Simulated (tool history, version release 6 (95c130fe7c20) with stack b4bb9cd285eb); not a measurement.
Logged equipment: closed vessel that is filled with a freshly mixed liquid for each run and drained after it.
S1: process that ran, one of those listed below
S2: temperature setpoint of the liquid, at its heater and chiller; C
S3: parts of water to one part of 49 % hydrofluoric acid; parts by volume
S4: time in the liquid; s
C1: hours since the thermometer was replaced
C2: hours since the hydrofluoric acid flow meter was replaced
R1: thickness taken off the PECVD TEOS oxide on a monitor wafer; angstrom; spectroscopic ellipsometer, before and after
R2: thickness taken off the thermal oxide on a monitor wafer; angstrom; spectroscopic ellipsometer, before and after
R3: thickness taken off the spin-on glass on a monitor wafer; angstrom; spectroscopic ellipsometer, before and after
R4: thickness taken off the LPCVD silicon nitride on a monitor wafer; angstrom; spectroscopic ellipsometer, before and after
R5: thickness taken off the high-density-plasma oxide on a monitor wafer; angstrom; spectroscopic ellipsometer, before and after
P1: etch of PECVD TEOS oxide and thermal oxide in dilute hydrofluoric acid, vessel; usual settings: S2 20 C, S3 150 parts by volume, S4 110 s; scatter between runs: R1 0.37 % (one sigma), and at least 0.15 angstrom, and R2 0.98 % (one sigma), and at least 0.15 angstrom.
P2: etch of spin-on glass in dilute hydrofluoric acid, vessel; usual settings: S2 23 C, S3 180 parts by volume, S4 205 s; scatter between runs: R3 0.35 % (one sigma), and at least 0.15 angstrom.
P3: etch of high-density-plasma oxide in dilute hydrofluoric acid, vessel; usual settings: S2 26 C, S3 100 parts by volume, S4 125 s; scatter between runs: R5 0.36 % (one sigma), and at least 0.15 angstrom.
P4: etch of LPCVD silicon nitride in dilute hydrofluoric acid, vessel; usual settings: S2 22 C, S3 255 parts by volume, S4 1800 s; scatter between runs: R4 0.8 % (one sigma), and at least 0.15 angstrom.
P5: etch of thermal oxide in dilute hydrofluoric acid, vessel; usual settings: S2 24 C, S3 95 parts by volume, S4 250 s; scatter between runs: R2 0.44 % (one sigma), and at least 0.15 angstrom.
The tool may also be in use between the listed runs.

{"run": 1, "day": 0.488, "S1": "P1", "S2": 20, "S3": 150, "S4": 110, "C1": 1162.4, "C2": 887.1, "R1": 130.1, "R2": 26.209}
{"run": 2, "day": 1.125, "S1": "P1", "S2": 17, "S3": 60, "S4": 110, "C1": 1177.7, "C2": 902.4, "R1": 313.6, "R2": 66.019}
{"run": 3, "day": 1.546, "S1": "P1", "S2": 17, "S3": 150, "S4": 110, "C1": 1187.8, "C2": 912.5, "R1": 114.4, "R2": 23.909}
{"run": 4, "day": 2.162, "S1": "P1", "S2": 20, "S3": 85, "S4": 110, "C1": 1202.6, "C2": 927.3, "R1": 244.26, "R2": 50.746}
{"run": 5, "day": 2.692, "S1": "P1", "S2": 20, "S3": 150, "S4": 165, "C1": 1215.3, "C2": 940, "R1": 193.46, "R2": 40.398}
{"run": 6, "day": 3.396, "S1": "P5", "S2": 30.5, "S3": 95, "S4": 250, "C1": 1232.2, "C2": 956.9, "R2": 158.58}
{"run": 7, "day": 4.108, "S1": "P2", "S2": 23, "S3": 180, "S4": 205, "C1": 1249.3, "C2": 974, "R3": 428.94}
{"run": 8, "day": 4.692, "S1": "P4", "S2": 22, "S3": 255, "S4": 2640, "C1": 1263.3, "C2": 988, "R4": 41.158}
{"run": 9, "day": 5.196, "S1": "P2", "S2": 23, "S3": 310, "S4": 205, "C1": 1275.4, "C2": 1000.1, "R3": 219.7}
{"day": 5.558, "done": "thermometer replaced"}
{"run": 10, "day": 5.9, "S1": "P3", "S2": 26, "S3": 145, "S4": 125, "C1": 8.2, "C2": 1017, "R5": 64.12}
{"run": 11, "day": 6.546, "S1": "P5", "S2": 24, "S3": 95, "S4": 250, "C1": 23.7, "C2": 1032.5, "R2": 123.53}
{"run": 12, "day": 7.358, "S1": "P1", "S2": 26.5, "S3": 150, "S4": 110, "C1": 43.2, "C2": 1052, "R1": 167.21, "R2": 34.177}
{"run": 13, "day": 7.758, "S1": "P3", "S2": 26, "S3": 100, "S4": 125, "C1": 52.8, "C2": 1061.6, "R5": 97.793}
{"run": 14, "day": 8.183, "S1": "P4", "S2": 22, "S3": 385, "S4": 1800, "C1": 63, "C2": 1071.8, "R4": 18.516}
{"run": 15, "day": 8.892, "S1": "P4", "S2": 22, "S3": 255, "S4": 1800, "C1": 80, "C2": 1088.8, "R4": 27.629}
{"run": 16, "day": 9.329, "S1": "P3", "S2": 33.5, "S3": 100, "S4": 125, "C1": 90.5, "C2": 1099.3, "R5": 130.68}
{"run": 17, "day": 9.85, "S1": "P1", "S2": 20, "S3": 150, "S4": 110, "C1": 103, "C2": 1111.8, "R1": 129.19, "R2": 27.086}
{"run": 18, "day": 10.588, "S1": "P1", "S2": 20, "S3": 150, "S4": 110, "C1": 120.7, "C2": 1129.5, "R1": 130.05, "R2": 26.8}
{"run": 19, "day": 11.154, "S1": "P2", "S2": 23, "S3": 180, "S4": 205, "C1": 134.3, "C2": 1143.1, "R3": 428.09}
{"run": 20, "day": 11.504, "S1": "P3", "S2": 26, "S3": 100, "S4": 60, "C1": 142.7, "C2": 1151.5, "R5": 47.439}
{"run": 21, "day": 11.929, "S1": "P5", "S2": 24, "S3": 95, "S4": 415, "C1": 152.9, "C2": 1161.7, "R2": 204.51}
{"run": 22, "day": 12.575, "S1": "P1", "S2": 20, "S3": 150, "S4": 110, "C1": 168.4, "C2": 1177.2, "R1": 129.95, "R2": 27.012}
{"run": 23, "day": 13.05, "S1": "P1", "S2": 20, "S3": 265, "S4": 110, "C1": 179.8, "C2": 1188.6, "R1": 65.776, "R2": 13.402}
{"run": 24, "day": 13.833, "S1": "P1", "S2": 20, "S3": 150, "S4": 110, "C1": 198.6, "C2": 1207.4, "R1": 129.55, "R2": 26.785}
{"run": 25, "day": 14.229, "S1": "P1", "S2": 20, "S3": 150, "S4": 110, "C1": 208.1, "C2": 1216.9, "R1": 129.77, "R2": 26.652}
{"run": 26, "day": 14.804, "S1": "P2", "S2": 17, "S3": 180, "S4": 205, "C1": 221.9, "C2": 1230.7, "R3": 338.89}
{"run": 27, "day": 15.342, "S1": "P1", "S2": 17, "S3": 150, "S4": 30, "C1": 234.8, "C2": 1243.6, "R1": 31.308, "R2": 6.4678}
{"run": 28, "day": 15.85, "S1": "P5", "S2": 24, "S3": 40, "S4": 250, "C1": 247, "C2": 1255.8, "R2": 314.47}
{"run": 29, "day": 16.208, "S1": "P2", "S2": 23, "S3": 180, "S4": 70, "C1": 255.6, "C2": 1264.4, "R3": 146.89}
{"run": 30, "day": 16.738, "S1": "P1", "S2": 20, "S3": 150, "S4": 30, "C1": 268.3, "C2": 1277.1, "R1": 35.229, "R2": 7.2817}
{"run": 31, "day": 17.383, "S1": "P4", "S2": 17, "S3": 255, "S4": 1800, "C1": 283.8, "C2": 1292.6, "R4": 19.928}
{"run": 32, "day": 17.971, "S1": "P1", "S2": 20, "S3": 150, "S4": 110, "C1": 297.9, "C2": 1306.7, "R1": 129.12, "R2": 27.133}
{"run": 33, "day": 18.688, "S1": "P1", "S2": 20, "S3": 150, "S4": 110, "C1": 315.1, "C2": 1323.9, "R1": 134.88, "R2": 27.362}
{"run": 34, "day": 19.208, "S1": "P1", "S2": 20, "S3": 150, "S4": 110, "C1": 327.6, "C2": 1336.4, "R1": 135.57, "R2": 28.301}
{"run": 35, "day": 19.7, "S1": "P1", "S2": 20, "S3": 150, "S4": 110, "C1": 339.4, "C2": 1348.2, "R1": 137.79, "R2": 28.36}
{"run": 36, "day": 20.2, "S1": "P1", "S2": 20, "S3": 150, "S4": 110, "C1": 351.4, "C2": 1360.2, "R1": 139.14, "R2": 29.169}
{"run": 37, "day": 20.829, "S1": "P1", "S2": 20, "S3": 150, "S4": 110, "C1": 366.5, "C2": 1375.3, "R1": 139.99, "R2": 29.313}
{"run": 38, "day": 21.625, "S1": "P1", "S2": 20, "S3": 150, "S4": 110, "C1": 385.6, "C2": 1394.4, "R1": 141.13, "R2": 29.258}
{"run": 39, "day": 22.371, "S1": "P1", "S2": 20, "S3": 150, "S4": 110, "C1": 403.5, "C2": 1412.3, "R1": 141.73, "R2": 29.375}
{"run": 40, "day": 23.138, "S1": "P1", "S2": 20, "S3": 150, "S4": 110, "C1": 421.9, "C2": 1430.7, "R1": 142.72, "R2": 28.993}
{"run": 41, "day": 23.517, "S1": "P1", "S2": 20, "S3": 150, "S4": 110, "C1": 431, "C2": 1439.8, "R1": 142.17, "R2": 29.481}
{"run": 42, "day": 24.271, "S1": "P1", "S2": 20, "S3": 150, "S4": 110, "C1": 449.1, "C2": 1457.9, "R1": 142.56, "R2": 29.374}
{"run": 43, "day": 24.721, "S1": "P1", "S2": 20, "S3": 150, "S4": 110, "C1": 459.9, "C2": 1468.7, "R1": 142.62, "R2": 28.853}

What P1 gives has crept away from where it was. These 2 causes fit the log equally well, each at the size given:
A: hydrofluoric acid flow above the setpoint (%) = 8.66
B: liquid hotter than its thermometer reads (K) = 2.44
The creep began at about day 17.971.

Of the 4 check runs listed below, each run on one wafer and each result written as a question mark, which would let you distinguish the listed causes because they would give clearly different results?
{"run": "check 1", "day": 25.171, "S1": "P4", "S2": 22, "S3": 255, "S4": 1800, "R4": "?"}
{"run": "check 2", "day": 25.171, "S1": "P5", "S2": 24, "S3": 95, "S4": 250, "R2": "?"}
{"run": "check 3", "day": 25.171, "S1": "P3", "S2": 26, "S3": 100, "S4": 125, "R5": "?"}
{"run": "check 4", "day": 25.171, "S1": "P2", "S2": 23, "S3": 180, "S4": 205, "R3": "?"}

What every check run would give for each of its results, assuming each possible cause in turn:
check=check_1 result=R4 if_A=30.313 if_B=32.545
check=check_2 result=R2 if_A=135.63 if_B=136.1
check=check_3 result=R5 if_A=107.67 if_B=107.72
check=check_4 result=R3 if_A=474.55 if_B=471.02
Minimum pairwise separation of causes per check, each pair taken at its best-separating result: check 1 7.1 %; check 2 0.35 %; check 3 0.05 %; check 4 0.75 %
Check 1 distinguishes between the causes, while the remaining checks would return nearly the same result for all of them.

Running check 1 produced the following: R4 32.703 angstrom. Which one of the listed causes fits?

The cause is B: liquid hotter than its thermometer reads (K).
